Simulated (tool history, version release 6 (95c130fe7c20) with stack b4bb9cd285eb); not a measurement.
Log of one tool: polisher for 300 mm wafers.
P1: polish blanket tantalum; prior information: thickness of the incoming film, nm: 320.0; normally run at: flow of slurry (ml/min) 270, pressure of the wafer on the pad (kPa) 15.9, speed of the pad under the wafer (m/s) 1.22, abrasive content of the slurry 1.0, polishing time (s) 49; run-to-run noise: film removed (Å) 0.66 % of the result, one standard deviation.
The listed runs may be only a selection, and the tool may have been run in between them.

run    day  flow of slurry (ml/min)  pressure of the wafer on the pad (kPa)  speed of the pad under the wafer (m/s)  abrasive content of the slurry  polishing time (s)  wafers polished on this pad  hours since the slurry nozzle was cleaned  hours since the head pressure was calibrated  hours since the slurry blender was calibrated  film removed (Å)
  1  0.204                      270                                    15.9                                    1.22                             1.0                  49                          135                                      438.1                                         300.1                                           85.8           1169.40
  2  0.396                      270                                    15.9                                    1.22                             1.0                  49                          197                                      442.7                                         304.7                                           90.4           1164.50
  3  0.654                      270                                     9.7                                    1.22                             1.3                  49                          281                                      448.9                                         310.9                                           96.6            769.43
  4  1.021                      270                                    15.9                                    1.22                             0.7                  49                          400                                      457.7                                         319.7                                          105.4           1040.80
  5  1.379                      420                                    15.9                                    1.22                             1.0                  49                          517                                      466.3                                         328.3                                          114.0           1211.60
  6  1.608                      270                                    15.9                                    1.22                             1.0                  49                          591                                      471.8                                         333.8                                          119.5           1177.60
  7  1.979                      270                                    15.9                                    1.22                             1.0                  22                          711                                      480.7                                         342.7                                          128.4            527.27
  8  2.246                      270                                    15.9                                    1.22                             1.5                  32                          798                                      487.1                                         349.1                                          134.8            844.32
  9  2.450                      270                                    15.9                                    1.22                             1.0                  49                          864                                      492.0                                         354.0                                          139.7           1176.50
 10  2.712                      270                                    24.1                                    1.22                             1.0                  49                          949                                      498.3                                         360.3                                          146.0           1785.90
     2.808  -- worn pad replaced by a new one
 11  3.108                      270                                    15.9                                    1.22                             1.0                  76                           98                                      507.8                                         369.8                                          155.5           1794.50
 12  3.425                      270                                    15.9                                    1.22                             1.0                  49                          201                                      515.4                                         377.4                                          163.1           1181.20
 13  3.804                      270                                    15.9                                    1.56                             1.0                  49                          324                                      524.5                                         386.5                                          172.2           1490.20
 14  3.996                      270                                    15.9                                    1.22                             1.0                  49                          386                                      529.1                                         391.1                                          176.8           1160.10
 15  4.362                      270                                    15.9                                    0.60                             1.0                  49                          505                                      537.9                                         399.9                                          185.6            573.04
 16  4.650                      160                                    15.9                                    1.22                             1.0                  49                          598                                      544.8                                         406.8                                          192.5           1100.40
 17  4.917                      270                                    15.9                                    1.22                             1.0                  49                          685                                      551.2                                         413.2                                          198.9           1163.60
 18  5.238                      270                                     6.9                                    1.22                             1.0                  49                          789                                      558.9                                         420.9                                          206.6            507.98
 19  5.475                      270                                    15.9                                    1.22                             1.5                  49                          866                                      564.6                                         426.6                                          212.3           1280.50
 20  5.821                      270                                    15.9                                    1.22                             1.0                  49                          978                                      572.9                                         434.9                                          220.6           1160.40
 21  6.046                      270                                    15.9                                    1.22                             1.0                  49                         1051                                      578.3                                         440.3                                          226.0           1109.00
 22  6.367                      270                                    15.9                                    1.22                             1.0                  49                         1155                                      586.0                                         448.0                                          233.7           1064.60
     6.404  -- slurry nozzle cleaned
 23  6.579                      270                                    15.9                                    1.22                             1.0                  49                         1224                                        4.3                                         453.1                                          238.8           1065.00
     6.717  -- worn pad replaced by a new one
 24  6.775                      270                                    15.9                                    1.22                             1.0                  49                           19                                        9.0                                         457.8                                          243.5           1042.20
 25  6.975                      270                                    15.9                                    1.22                             1.0                  49                           84                                       13.8                                         462.6                                          248.3           1039.10
 26  7.246                      270                                    15.9                                    1.22                             1.0                  49                          172                                       20.3                                         469.1                                          254.8           1036.50

P1 no longer gives what it gave before; its output has crept away from where it was. The following 2 causes, each at its listed size, fit the log equally well:
A: head's pressure below its setpoint, % = 11.1
B: abrasive missing from the slurry, % = 30.5
Onset of the creep was near day 5.821.
Every other cause this tool's parts could produce, and why it does not fit the log:
removal rate lost through wear of the pad, %: maintenance at day 6.717, after the shift began, did not return the process to its former output
slurry flow missing at the pad, %: maintenance at day 6.404, after the shift began, did not return the process to its former output

The 4 check runs listed below each average the results of 3 wafers, and their outcomes are marked with question marks. Under which run would the listed causes produce clearly different results?
check 1  7.517                      270                                     9.7                                    1.22                             1.0                  36                                                                                                                                                                                      ?
check 2  7.517                      160                                    15.9                                    1.22                             1.0                  49                                                                                                                                                                                      ?
check 3  7.517                      270                                     9.7                                    1.22                             0.7                  49                                                                                                                                                                                      ?
check 4  7.517                      270                                    24.1                                    1.22                             1.0                  72                                                                                                                                                                                      ?

How each check would come out, cause by cause:
  check            result     if A     if B
check 1  film removed (Å)   465.62   465.40
check 2  film removed (Å)   973.48   973.03
check 3  film removed (Å)   564.62   547.71
check 4  film removed (Å)  2328.10  2327.00
Distance between the nearest two causes, measured in the result of the check that separates them most: check 1 0.05 %; check 2 0.05 %; check 3 3.04 %; check 4 0.05 %
The other checks would show nearly matching results whichever cause is true, so check 3 is the only one that separates the causes.

Check 3 was then run and gave: film removed (Å) 549.10. Which cause is it?

It is B: abrasive missing from the slurry, %.
